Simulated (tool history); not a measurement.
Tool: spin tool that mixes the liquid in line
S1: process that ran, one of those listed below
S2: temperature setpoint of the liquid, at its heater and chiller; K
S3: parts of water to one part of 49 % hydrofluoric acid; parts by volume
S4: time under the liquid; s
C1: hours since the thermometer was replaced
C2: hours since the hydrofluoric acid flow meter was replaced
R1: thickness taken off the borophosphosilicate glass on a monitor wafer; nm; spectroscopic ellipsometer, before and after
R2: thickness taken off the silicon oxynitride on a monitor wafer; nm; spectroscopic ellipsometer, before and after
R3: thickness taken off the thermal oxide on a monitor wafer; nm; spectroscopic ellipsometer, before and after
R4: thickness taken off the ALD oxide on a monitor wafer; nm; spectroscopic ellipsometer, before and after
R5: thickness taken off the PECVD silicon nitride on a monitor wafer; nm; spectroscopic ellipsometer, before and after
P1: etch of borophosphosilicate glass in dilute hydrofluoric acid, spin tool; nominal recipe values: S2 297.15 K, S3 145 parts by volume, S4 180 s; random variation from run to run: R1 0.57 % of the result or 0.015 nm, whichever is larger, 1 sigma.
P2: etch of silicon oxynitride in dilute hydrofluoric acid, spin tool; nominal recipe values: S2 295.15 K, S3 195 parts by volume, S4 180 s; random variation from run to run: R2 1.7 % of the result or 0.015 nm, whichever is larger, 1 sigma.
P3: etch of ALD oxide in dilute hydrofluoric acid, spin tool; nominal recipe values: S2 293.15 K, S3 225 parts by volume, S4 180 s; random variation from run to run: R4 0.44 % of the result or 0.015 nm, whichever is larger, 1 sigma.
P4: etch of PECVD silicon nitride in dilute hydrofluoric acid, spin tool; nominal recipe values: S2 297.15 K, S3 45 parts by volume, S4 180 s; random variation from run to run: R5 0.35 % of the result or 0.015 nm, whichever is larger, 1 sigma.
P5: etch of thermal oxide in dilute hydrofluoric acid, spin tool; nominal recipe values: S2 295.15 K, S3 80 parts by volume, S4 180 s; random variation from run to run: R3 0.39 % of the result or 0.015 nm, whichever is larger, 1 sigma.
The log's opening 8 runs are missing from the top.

{"run": 9, "hour": 74.7, "S1": "P5", "S2": 295.15, "S3": 115, "S4": 180, "C1": 1320.5, "C2": 308.2, "R3": 6.4486}
{"run": 10, "hour": 84.8, "S1": "P1", "S2": 291.15, "S3": 145, "S4": 180, "C1": 1330.6, "C2": 318.3, "R1": 37.893}
{"run": 11, "hour": 93.0, "S1": "P4", "S2": 297.15, "S3": 45, "S4": 180, "C1": 1338.8, "C2": 326.5, "R5": 8.2552}
{"run": 12, "hour": 104.5, "S1": "P1", "S2": 297.15, "S3": 145, "S4": 180, "C1": 1350.3, "C2": 338.0, "R1": 48.331}
{"run": 13, "hour": 114.9, "S1": "P1", "S2": 297.15, "S3": 145, "S4": 180, "C1": 1360.7, "C2": 348.4, "R1": 48.464}
{"hour": 122.2, "done": "hydrofluoric acid flow meter replaced"}
{"run": 14, "hour": 127.1, "S1": "P4", "S2": 292.65, "S3": 45, "S4": 180, "C1": 1372.9, "C2": 5.0, "R5": 6.0052}
{"run": 15, "hour": 139.3, "S1": "P1", "S2": 297.15, "S3": 145, "S4": 35, "C1": 1385.1, "C2": 17.2, "R1": 9.3222}
{"run": 16, "hour": 146.5, "S1": "P2", "S2": 302.15, "S3": 195, "S4": 180, "C1": 1392.3, "C2": 24.4, "R2": 2.0773}
{"run": 17, "hour": 153.7, "S1": "P3", "S2": 293.15, "S3": 225, "S4": 275, "C1": 1399.5, "C2": 31.6, "R4": 12.698}
{"run": 18, "hour": 160.6, "S1": "P1", "S2": 297.15, "S3": 255, "S4": 180, "C1": 1406.4, "C2": 38.5, "R1": 24.375}
{"run": 19, "hour": 166.5, "S1": "P1", "S2": 297.15, "S3": 145, "S4": 180, "C1": 1412.3, "C2": 44.4, "R1": 47.785}
{"run": 20, "hour": 174.1, "S1": "P1", "S2": 297.15, "S3": 75, "S4": 180, "C1": 1419.9, "C2": 52.0, "R1": 101.69}
{"run": 21, "hour": 184.9, "S1": "P4", "S2": 297.15, "S3": 45, "S4": 360, "C1": 1430.7, "C2": 62.8, "R5": 16.49}
{"run": 22, "hour": 195.0, "S1": "P3", "S2": 293.15, "S3": 380, "S4": 180, "C1": 1440.8, "C2": 72.9, "R4": 4.2864}
{"run": 23, "hour": 206.8, "S1": "P5", "S2": 290.65, "S3": 80, "S4": 180, "C1": 1452.6, "C2": 84.7, "R3": 8.0966}
{"run": 24, "hour": 216.1, "S1": "P4", "S2": 297.15, "S3": 70, "S4": 180, "C1": 1461.9, "C2": 94.0, "R5": 5.3612}
{"run": 25, "hour": 226.4, "S1": "P3", "S2": 299.15, "S3": 225, "S4": 180, "C1": 1472.2, "C2": 104.3, "R4": 10.342}
{"run": 26, "hour": 238.7, "S1": "P1", "S2": 297.15, "S3": 145, "S4": 180, "C1": 1484.5, "C2": 116.6, "R1": 48.089}
{"run": 27, "hour": 250.0, "S1": "P5", "S2": 295.15, "S3": 80, "S4": 180, "C1": 1495.8, "C2": 127.9, "R3": 9.7255}
{"run": 28, "hour": 260.9, "S1": "P2", "S2": 295.15, "S3": 195, "S4": 180, "C1": 1506.7, "C2": 138.8, "R2": 1.5583}
{"run": 29, "hour": 268.3, "S1": "P1", "S2": 297.15, "S3": 145, "S4": 180, "C1": 1514.1, "C2": 146.2, "R1": 47.933}
{"run": 30, "hour": 274.9, "S1": "P5", "S2": 295.15, "S3": 80, "S4": 310, "C1": 1520.7, "C2": 152.8, "R3": 16.705}
{"run": 31, "hour": 286.1, "S1": "P1", "S2": 303.15, "S3": 145, "S4": 180, "C1": 1531.9, "C2": 164.0, "R1": 60.347}
{"run": 32, "hour": 292.8, "S1": "P4", "S2": 297.15, "S3": 45, "S4": 180, "C1": 1538.6, "C2": 170.7, "R5": 8.2155}
{"run": 33, "hour": 303.0, "S1": "P1", "S2": 297.15, "S3": 145, "S4": 180, "C1": 1548.8, "C2": 180.9, "R1": 48.458}

The next listed run, before its measurement:
{"run": 34, "hour": 315.0, "S1": "P1", "S2": 297.15, "S3": 145, "S4": 180, "C1": 1560.8, "C2": 192.9, "R1": "?"}

{"run 34": {"R1": 49.802}}

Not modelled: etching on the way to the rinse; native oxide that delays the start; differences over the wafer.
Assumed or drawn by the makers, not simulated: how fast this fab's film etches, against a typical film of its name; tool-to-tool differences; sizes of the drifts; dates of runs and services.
